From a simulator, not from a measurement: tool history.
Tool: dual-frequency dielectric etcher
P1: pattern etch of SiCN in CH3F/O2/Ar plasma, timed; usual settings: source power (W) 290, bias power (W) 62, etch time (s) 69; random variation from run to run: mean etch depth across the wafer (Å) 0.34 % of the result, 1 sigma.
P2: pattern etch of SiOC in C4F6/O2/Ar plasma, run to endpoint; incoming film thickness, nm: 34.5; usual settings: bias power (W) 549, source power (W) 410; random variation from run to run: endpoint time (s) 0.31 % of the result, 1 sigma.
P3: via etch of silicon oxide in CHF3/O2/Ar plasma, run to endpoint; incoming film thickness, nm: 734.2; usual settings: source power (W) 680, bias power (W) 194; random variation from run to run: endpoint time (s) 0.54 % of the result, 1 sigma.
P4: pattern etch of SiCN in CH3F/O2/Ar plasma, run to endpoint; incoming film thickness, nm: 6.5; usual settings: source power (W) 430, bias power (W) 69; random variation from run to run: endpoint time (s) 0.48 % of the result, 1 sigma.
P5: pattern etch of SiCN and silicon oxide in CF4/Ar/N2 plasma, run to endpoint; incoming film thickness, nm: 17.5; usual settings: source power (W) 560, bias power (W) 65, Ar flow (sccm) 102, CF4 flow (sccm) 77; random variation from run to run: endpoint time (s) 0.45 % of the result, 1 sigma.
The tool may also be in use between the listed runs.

| run | hour | process that ran | source power (W) | bias power (W) | etch time (s) | Ar flow (sccm) | CF4 flow (sccm) | hours since the last wet clean | hours since the last source power generator calibration | hours since the last bias power generator calibration | mean etch depth across the wafer (Å) | endpoint time (s) |
|---|---|---|---|---|---|---|---|---|---|---|---|---|
| 1 | 10.1 | P1 | 290 | 62 | 69 |  |  | 86.9 | 1125.4 | 2472.8 | 223.71 |  |
| 2 | 23.6 | P1 | 290 | 62 | 69 |  |  | 100.4 | 1138.9 | 2486.3 | 223.44 |  |
| 3 | 33 | P1 | 290 | 62 | 69 |  |  | 109.8 | 1148.3 | 2495.7 | 222.34 |  |
| 4 | 39.9 | P5 | 560 | 65 |  | 102 | 77 | 116.7 | 1155.2 | 2502.6 |  | 16.963 |
| 5 | 49.2 | P3 | 680 | 194 |  |  |  | 126 | 1164.5 | 2511.9 |  | 349.77 |
| 6 | 57.5 | P3 | 680 | 150 |  |  |  | 134.3 | 1172.8 | 2520.2 |  | 378.42 |
| 7 | 66.3 | P2 | 410 | 405 |  |  |  | 143.1 | 1181.6 | 2529 |  | 12.337 |
| 8 | 75.6 | P1 | 230 | 62 | 97.5 |  |  | 152.4 | 1190.9 | 2538.3 | 288.58 |  |
| 9 | 82.5 | P1 | 290 | 62 | 44 |  |  | 159.3 | 1197.8 | 2545.2 | 142.38 |  |
| 10 | 89.9 | P1 | 290 | 62 | 69 |  |  | 166.7 | 1205.2 | 2552.6 | 223.29 |  |
| 11 | 103.2 | P5 | 560 | 87 |  | 102 | 77 | 180 | 1218.5 | 2565.9 |  | 15.364 |
| 12 | 116.9 | P1 | 290 | 62 | 69 |  |  | 193.7 | 1232.2 | 2579.6 | 223.62 |  |
| 13 | 125.9 | P4 | 430 | 69 |  |  |  | 202.7 | 1241.2 | 2588.6 |  | 16.965 |
| 14 | 137.1 | P1 | 290 | 75 | 69 |  |  | 213.9 | 1252.4 | 2599.8 | 238.25 |  |
| 15 | 150.2 | P1 | 290 | 62 | 86.5 |  |  | 227 | 1265.5 | 2612.9 | 279.6 |  |
| 16 | 156.7 | P1 | 290 | 62 | 69 |  |  | 233.5 | 1272 | 2619.4 | 222.87 |  |
| 17 | 164 | P5 | 560 | 65 |  | 67 | 77 | 240.8 | 1279.3 | 2626.7 |  | 15.93 |
| 18 | 177.7 | P1 | 340 | 44 | 69 |  |  | 254.5 | 1293 | 2640.4 | 212.59 |  |
| 19 | 191.7 | P4 | 430 | 51 |  |  |  | 268.5 | 1307 | 2654.4 |  | 18.577 |
| 20 | 201.2 | P5 | 560 | 65 |  | 102 | 107 | 278 | 1316.5 | 2663.9 |  | 16.161 |
| 21 | 215 | P1 | 350 | 62 | 69 |  |  | 291.8 | 1330.3 | 2677.7 | 239.1 |  |
| 22 | 225 | P1 | 380 | 41 | 69 |  |  | 301.8 | 1340.3 | 2687.7 | 215.6 |  |
| 23 | 237.6 | P3 | 970 | 194 |  |  |  | 314.4 | 1352.9 | 2700.3 |  | 303.74 |
| 24 | 250.9 | P5 | 690 | 65 |  | 102 | 77 | 327.7 | 1366.2 | 2713.6 |  | 13.994 |
| 25 | 258.8 | P3 | 680 | 194 |  |  |  | 335.6 | 1374.1 | 2721.5 |  | 351.26 |
| 26 | 273.8 | P5 | 560 | 65 |  | 102 | 77 | 350.6 | 1389.1 | 2736.5 |  | 16.995 |
| 27 | 288 | P1 | 230 | 62 | 69 |  |  | 364.8 | 1403.3 | 2750.7 | 204.17 |  |
| 28 | 295.3 | P1 | 290 | 50 | 69 |  |  | 372.1 | 1410.6 | 2758 | 207.37 |  |
| 29 | 302.9 | P2 | 530 | 549 |  |  |  | 379.7 | 1418.2 | 2765.6 |  | 10.018 |
| 30 | 310.4 | P2 | 410 | 549 |  |  |  | 387.2 | 1425.7 | 2773.1 |  | 11.034 |
| 31 | 323.7 | P4 | 290 | 69 |  |  |  | 400.5 | 1439 | 2786.4 |  | 19.459 |
| 32 | 332.7 | P1 | 290 | 62 | 69 |  |  | 409.5 | 1448 | 2795.4 | 221.14 |  |
| 33 | 339.6 | P1 | 290 | 62 | 69 |  |  | 416.4 | 1454.9 | 2802.3 | 222.42 |  |
| 34 | 347.7 | P1 | 290 | 62 | 69 |  |  | 424.5 | 1463 | 2810.4 | 220.78 |  |
| 35 | 355.1 | P1 | 290 | 62 | 69 |  |  | 431.9 | 1470.4 | 2817.8 | 220.21 |  |
| 36 | 362.2 | P1 | 290 | 62 | 69 |  |  | 439 | 1477.5 | 2824.9 | 219.28 |  |
|  | 366.2 | wet clean of the chamber |
| 37 | 375.6 | P1 | 290 | 62 | 69 |  |  | 9.4 | 1490.9 | 2838.3 | 219.13 |  |
| 38 | 390.5 | P1 | 290 | 62 | 69 |  |  | 24.3 | 1505.8 | 2853.2 | 220.29 |  |
| 39 | 403.7 | P1 | 290 | 62 | 69 |  |  | 37.5 | 1519 | 2866.4 | 217.85 |  |
| 40 | 412.8 | P1 | 290 | 62 | 69 |  |  | 46.6 | 1528.1 | 2875.5 | 218.1 |  |

What P1 gives has crept away from where it was. These 2 causes fit the log equally well, each at the size given:
A: bias power that arrives under what is set, % = 4.77
B: source power that arrives under what is set, % = 4.42
The creep began at about hour 332.7.
Why every other cause is out:
chamber walls in a state that lowers the etch rate, %: serviced at hour 366.2, which brought nothing back

4 check runs are offered, each on 2 wafers whose results are averaged, their results left as question marks. Which one tells the causes apart?
| check 1 | 421.9 | P2 | 410 | 549 |  |  |  |  |  |  |  | ? |
| check 2 | 421.9 | P4 | 430 | 69 |  |  |  |  |  |  |  | ? |
| check 3 | 421.9 | P3 | 680 | 194 |  |  |  |  |  |  |  | ? |
| check 4 | 421.9 | P5 | 560 | 65 |  | 102 | 77 |  |  |  |  | ? |

What each check would give under each cause:
| check | result | if A | if B |
|---|---|---|---|
| check 1 | endpoint time (s) | 11.23 | 11.21 |
| check 2 | endpoint time (s) | 17.161 | 17.164 |
| check 3 | endpoint time (s) | 355.9 | 356.18 |
| check 4 | endpoint time (s) | 17.2 | 17.628 |
How far apart the two closest causes lie, in the result that separates them most: check 1 0.18 %; check 2 0.01 %; check 3 0.08 %; check 4 2.46 %
Check 4 tells the causes apart: in the others they would give nearly the same result.

Check 4 was then run and gave: endpoint time (s) 17.609. Which cause is it?

It is B: source power that arrives under what is set, %.
